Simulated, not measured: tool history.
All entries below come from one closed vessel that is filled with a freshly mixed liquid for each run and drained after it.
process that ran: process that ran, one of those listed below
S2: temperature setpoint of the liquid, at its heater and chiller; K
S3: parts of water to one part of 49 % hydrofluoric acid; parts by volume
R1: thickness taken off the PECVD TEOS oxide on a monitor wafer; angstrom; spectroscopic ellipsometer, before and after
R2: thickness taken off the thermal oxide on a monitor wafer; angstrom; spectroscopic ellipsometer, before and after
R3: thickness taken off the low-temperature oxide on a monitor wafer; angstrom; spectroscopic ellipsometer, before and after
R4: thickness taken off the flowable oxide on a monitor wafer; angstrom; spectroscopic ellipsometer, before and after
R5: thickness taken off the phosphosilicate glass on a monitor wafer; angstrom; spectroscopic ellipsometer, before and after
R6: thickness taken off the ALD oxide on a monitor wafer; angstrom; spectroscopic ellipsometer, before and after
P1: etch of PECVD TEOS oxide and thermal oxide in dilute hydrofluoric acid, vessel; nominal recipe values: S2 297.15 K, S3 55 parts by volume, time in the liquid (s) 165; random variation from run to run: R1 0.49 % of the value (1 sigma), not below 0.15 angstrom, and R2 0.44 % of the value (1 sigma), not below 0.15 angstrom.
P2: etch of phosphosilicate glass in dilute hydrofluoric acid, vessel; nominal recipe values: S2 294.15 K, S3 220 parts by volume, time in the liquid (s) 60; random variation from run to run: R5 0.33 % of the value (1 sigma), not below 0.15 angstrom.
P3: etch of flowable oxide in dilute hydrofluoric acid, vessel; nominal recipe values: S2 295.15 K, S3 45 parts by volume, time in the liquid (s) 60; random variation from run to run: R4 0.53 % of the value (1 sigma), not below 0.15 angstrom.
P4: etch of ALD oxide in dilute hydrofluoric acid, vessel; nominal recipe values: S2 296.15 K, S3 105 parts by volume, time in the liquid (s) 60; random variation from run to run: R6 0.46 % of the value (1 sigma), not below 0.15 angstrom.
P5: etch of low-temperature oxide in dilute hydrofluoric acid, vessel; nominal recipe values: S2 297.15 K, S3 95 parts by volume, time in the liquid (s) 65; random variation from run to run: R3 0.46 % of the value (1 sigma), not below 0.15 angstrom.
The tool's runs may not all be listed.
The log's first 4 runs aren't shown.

run 5 hour=16.1 | process_that_ran=P2 S2=294.15 S3=380 time_in_the_liquid_(s)=60 | R5=90.732
run 6 hour=20.1 | process_that_ran=P1 S2=297.15 S3=55 time_in_the_liquid_(s)=165 | R1=321.81 R2=154.02
run 7 hour=22.2 | process_that_ran=P4 S2=296.15 S3=105 time_in_the_liquid_(s)=60 | R6=128.43
run 8 hour=24.6 | process_that_ran=P2 S2=294.15 S3=220 time_in_the_liquid_(s)=30 | R5=90.982
run 9 hour=27.2 | process_that_ran=P1 S2=297.15 S3=55 time_in_the_liquid_(s)=270 | R1=520.42 R2=250.93
run 10 hour=29.6 | process_that_ran=P1 S2=297.15 S3=55 time_in_the_liquid_(s)=165 | R1=319.52 R2=153.76
run 11 hour=33.2 | process_that_ran=P1 S2=303.65 S3=55 time_in_the_liquid_(s)=165 | R1=418.41 R2=198.31
run 12 hour=36.7 | process_that_ran=P3 S2=295.15 S3=30 time_in_the_liquid_(s)=60 | R4=687.27
run 13 hour=40.1 | process_that_ran=P4 S2=301.65 S3=105 time_in_the_liquid_(s)=60 | R6=159.45
run 14 hour=44.2 | process_that_ran=P3 S2=290.15 S3=45 time_in_the_liquid_(s)=60 | R4=361.91
run 15 hour=47.9 | process_that_ran=P5 S2=297.15 S3=95 time_in_the_liquid_(s)=65 | R3=153.1
run 16 hour=51.2 | process_that_ran=P2 S2=294.15 S3=220 time_in_the_liquid_(s)=60 | R5=181.88
run 17 hour=54.5 | process_that_ran=P1 S2=297.15 S3=35 time_in_the_liquid_(s)=165 | R1=522.55 R2=249.26
run 18 hour=56.6 | process_that_ran=P4 S2=296.15 S3=20 time_in_the_liquid_(s)=60 | R6=749.57
run 19 hour=60 | process_that_ran=P4 S2=296.15 S3=105 time_in_the_liquid_(s)=60 | R6=128.45
run 20 hour=63.7 | process_that_ran=P4 S2=296.15 S3=105 time_in_the_liquid_(s)=110 | R6=234.66
run 21 hour=68.1 | process_that_ran=P1 S2=297.15 S3=55 time_in_the_liquid_(s)=165 | R1=319.5 R2=153.93
run 22 hour=70 | process_that_ran=P2 S2=294.15 S3=220 time_in_the_liquid_(s)=60 | R5=182.76

Estimate the outcome of run 23 from the log above:
run 23 hour=72.1 | process_that_ran=P1 S2=297.15 S3=55 time_in_the_liquid_(s)=45 | R1=? R2=?

R1: 86.951 angstrom
R2: 41.816 angstrom
